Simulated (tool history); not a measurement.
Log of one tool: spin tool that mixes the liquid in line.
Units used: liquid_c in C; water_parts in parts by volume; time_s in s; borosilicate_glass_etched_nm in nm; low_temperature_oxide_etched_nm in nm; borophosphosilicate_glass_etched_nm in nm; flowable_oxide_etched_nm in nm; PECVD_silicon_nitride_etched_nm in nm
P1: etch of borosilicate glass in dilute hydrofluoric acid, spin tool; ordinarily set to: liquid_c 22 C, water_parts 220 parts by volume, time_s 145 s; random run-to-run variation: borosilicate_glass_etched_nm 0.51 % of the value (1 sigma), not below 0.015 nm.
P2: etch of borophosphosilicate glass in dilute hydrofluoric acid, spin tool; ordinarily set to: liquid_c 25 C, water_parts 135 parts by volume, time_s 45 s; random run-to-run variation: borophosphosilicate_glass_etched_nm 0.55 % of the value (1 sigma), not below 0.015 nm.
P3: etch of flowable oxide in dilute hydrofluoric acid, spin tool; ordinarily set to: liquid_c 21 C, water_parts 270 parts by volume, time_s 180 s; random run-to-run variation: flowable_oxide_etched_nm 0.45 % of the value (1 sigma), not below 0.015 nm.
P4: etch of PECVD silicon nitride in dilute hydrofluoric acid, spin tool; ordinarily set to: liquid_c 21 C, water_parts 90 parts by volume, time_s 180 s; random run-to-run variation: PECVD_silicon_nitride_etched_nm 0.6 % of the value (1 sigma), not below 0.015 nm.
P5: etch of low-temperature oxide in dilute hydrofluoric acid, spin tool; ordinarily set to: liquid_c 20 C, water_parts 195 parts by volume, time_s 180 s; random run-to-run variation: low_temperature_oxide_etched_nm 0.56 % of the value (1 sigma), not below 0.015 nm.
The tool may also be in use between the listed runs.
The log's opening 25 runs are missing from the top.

run	day	process	liquid_c	water_parts	time_s	hours since the thermometer was replaced	hours since the hydrofluoric acid flow meter was replaced	borosilicate_glass_etched_nm	low_temperature_oxide_etched_nm	borophosphosilicate_glass_etched_nm	flowable_oxide_etched_nm	PECVD_silicon_nitride_etched_nm
26	8.562	P1	22	220	145	696.8	349.8	13.115				
27	9.012	P3	21	470	180	707.6	360.6				10.963	
28	9.308	P1	22	220	145	714.7	367.7	13.179				
29	9.542	P1	27.5	350	145	720.3	373.3	8.8326				
30	10.029	P4	24.5	90	180	732	385					5.621
31	10.25	P1	17	220	270	737.3	390.3	20.152				
32	10.621	P2	32	135	45	746.2	399.2			15.424		
33	11.067	P4	21	90	300	756.9	409.9					7.4902

Run 34 comes next. What will it give?
34	11.3	P1	22	220	145	762.5	415.5	?				

borosilicate_glass_etched_nm: 13.195 nm
